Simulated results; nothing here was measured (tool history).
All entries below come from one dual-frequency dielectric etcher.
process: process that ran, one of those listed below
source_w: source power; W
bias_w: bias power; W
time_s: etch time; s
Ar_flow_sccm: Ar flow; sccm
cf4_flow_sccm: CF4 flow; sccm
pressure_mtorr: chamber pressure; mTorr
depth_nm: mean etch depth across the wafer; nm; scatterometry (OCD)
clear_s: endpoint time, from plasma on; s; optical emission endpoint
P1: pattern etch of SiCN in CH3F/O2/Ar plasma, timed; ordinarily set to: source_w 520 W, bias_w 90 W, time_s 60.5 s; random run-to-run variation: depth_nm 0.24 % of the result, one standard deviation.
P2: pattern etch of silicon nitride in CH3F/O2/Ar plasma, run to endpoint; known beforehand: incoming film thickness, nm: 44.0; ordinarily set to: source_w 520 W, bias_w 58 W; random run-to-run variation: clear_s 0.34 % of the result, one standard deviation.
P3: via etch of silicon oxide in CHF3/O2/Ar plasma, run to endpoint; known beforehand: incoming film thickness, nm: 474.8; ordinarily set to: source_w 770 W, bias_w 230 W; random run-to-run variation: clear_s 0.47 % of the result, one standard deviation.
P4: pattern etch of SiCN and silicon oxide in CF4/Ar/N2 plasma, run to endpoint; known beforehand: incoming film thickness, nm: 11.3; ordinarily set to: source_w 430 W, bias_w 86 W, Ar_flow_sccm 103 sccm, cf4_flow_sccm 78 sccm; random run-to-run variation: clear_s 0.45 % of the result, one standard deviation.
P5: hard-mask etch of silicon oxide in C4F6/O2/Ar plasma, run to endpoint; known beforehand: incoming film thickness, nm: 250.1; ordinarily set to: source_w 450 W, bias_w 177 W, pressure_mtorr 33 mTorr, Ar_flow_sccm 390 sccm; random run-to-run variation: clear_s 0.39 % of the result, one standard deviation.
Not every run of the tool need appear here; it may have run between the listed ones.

run   hour  process  source_w  bias_w  time_s  Ar_flow_sccm  cf4_flow_sccm  pressure_mtorr  hours since the last wet clean  hours since the last source power generator calibration  hours since the last bias power generator calibration  depth_nm  clear_s
  1    5.5       P1       520      90    60.5                                                                         64.4                                                      720                                                 1224.8    26.626
  2   11.4       P2       520      58                                                                                 70.3                                                    725.9                                                 1230.7              61.02
  3   17.9       P4       430      56                   103             78                                            76.8                                                    732.4                                                 1237.2             14.838
  4   29.2       P2       520      58                                                                                 88.1                                                    743.7                                                 1248.5             61.278
  5   39.4       P1       710      90    60.5                                                                         98.3                                                    753.9                                                 1258.7    29.873
  6   50.7       P5       450     106                   390                             33                           109.6                                                    765.2                                                   1270             92.439
  7   57.2       P1       690      90      38                                                                        116.1                                                    771.7                                                 1276.5    18.538
  8   63.5       P3       770     230                                                                                122.4                                                      778                                                 1282.8             198.83
  9   73.9       P4       280      86                   103             78                                           132.8                                                    788.4                                                 1293.2             18.633
 10   84.9       P3       770     230                                                                                143.8                                                    799.4                                                 1304.2             197.43
 11   97.2       P5       450     177                   273                             33                           156.1                                                    811.7                                                 1316.5             76.513
 12  106.3       P1       520      90      45                                                                        165.2                                                    820.8                                                 1325.6    19.881
 13  117.4       P5       570     177                   390                             33                           176.3                                                    831.9                                                 1336.7             72.749
 14  126.9       P1       410      90    60.5                                                                        185.8                                                    841.4                                                 1346.2    24.466
 15  137.5       P1       520      90    60.5                                                                        196.4                                                      852                                                 1356.8    26.662
 16  147.6       P1       520      90    60.5                                                                        206.5                                                    862.1                                                 1366.9    26.638
 17    156       P2       350      58                                                                                214.9                                                    870.5                                                 1375.3             71.442
     164.8  -- bias power generator calibrated
 18  165.1       P5       450     177                   390                           40.5                             224                                                    879.6                                                    0.3             81.743
 19  177.2       P4       430      86                   127             78                                           236.1                                                    891.7                                                   12.4             13.127
 20  186.2       P4       430      86                   103             78                                           245.1                                                    900.7                                                   21.4             12.781
 21  196.7       P1       520     120    60.5                                                                        255.6                                                    911.2                                                   31.9    29.596
 22  208.9       P4       430      86                   103             78                                           267.8                                                    923.4                                                   44.1             12.777
 23  220.4       P3       770     172                                                                                279.3                                                    934.9                                                   55.6             219.75
 24  228.7       P1       520      90    75.5                                                                        287.6                                                    943.2                                                   63.9    33.327
 25  237.9       P5       450     177                   390                             33                           296.8                                                    952.4                                                   73.1             80.034
 26  249.1       P4       430      86                   103             59                                             308                                                    963.6                                                   84.3              13.25
 27  261.2       P1       520      72    60.5                                                                        320.1                                                    975.7                                                   96.4     24.55
 28  273.2       P5       450     177                   390                             33                           332.1                                                    987.7                                                  108.4             79.533
 29    284       P1       520      90    60.5                                                                        342.9                                                    998.5                                                  119.2    26.586
 30  296.6       P2       520      73                                                                                355.5                                                   1011.1                                                  131.8             56.629
 31  308.4       P3       630     230                                                                                367.3                                                   1022.9                                                  143.6             213.64
 32    317       P1       520      90    60.5                                                                        375.9                                                   1031.5                                                  152.2    26.549
 33  324.6       P1       520      90    60.5                                                                        383.5                                                   1039.1                                                  159.8    26.527
 34  335.8       P1       520      90    60.5                                                                        394.7                                                   1050.3                                                    171     26.39
 35  346.9       P1       520      90    60.5                                                                        405.8                                                   1061.4                                                  182.1    26.362
 36  357.1       P1       520      90    60.5                                                                          416                                                   1071.6                                                  192.3    26.272
     362.9  -- wet clean of the chamber
 37  368.3       P1       520      90    60.5                                                                          5.4                                                   1082.8                                                  203.5    26.209
 38    375       P1       520      90    60.5                                                                         12.1                                                   1089.5                                                  210.2    26.161
 39  382.4       P1       520      90    60.5                                                                         19.5                                                   1096.9                                                  217.6    26.246

P1 has crept away from where it was. The log is fitted equally well by each of these 2 causes, at the sizes shown:
A: source power that arrives under what is set, % = 4.06
B: bias power that arrives under what is set, % = 4.18
Onset of the creep was near hour 317.
Every other cause this tool's parts could produce, and why it does not fit the log:
chamber walls in a state that lowers the etch rate, %: serviced at hour 362.9, which brought nothing back

You are offered 4 check runs, listed below with question marks in place of their results; each one averages 3 wafers. Which run separates the listed causes by giving clearly different results for each?
check 1  389.8       P3       770     230                                                                                                                                                                                                                       ?
check 2  389.8       P4       430      86                   103             78                                                                                                                                                                                  ?
check 3  389.8       P2       520      58                                                                                                                                                                                                                       ?
check 4  389.8       P5       450     177                   390                             33                                                                                                                                                                  ?

How each check would come out, cause by cause:
  check   result    if A    if B
check 1  clear_s  201.77  201.58
check 2  clear_s  13.276  12.991
check 3  clear_s  62.123  61.964
check 4  clear_s  80.942  80.704
Per check, the gap between the least separated pair of causes, taken in the result that splits them most: check 1 0.1 %; check 2 2.17 %; check 3 0.26 %; check 4 0.29 %
Check 2 distinguishes between the causes, while the remaining checks would return nearly the same result for all of them.

Check 2 has now been run. It gave: clear_s 13.26 s. Which of the candidate causes is it?

A is the cause: source power that arrives under what is set, %.
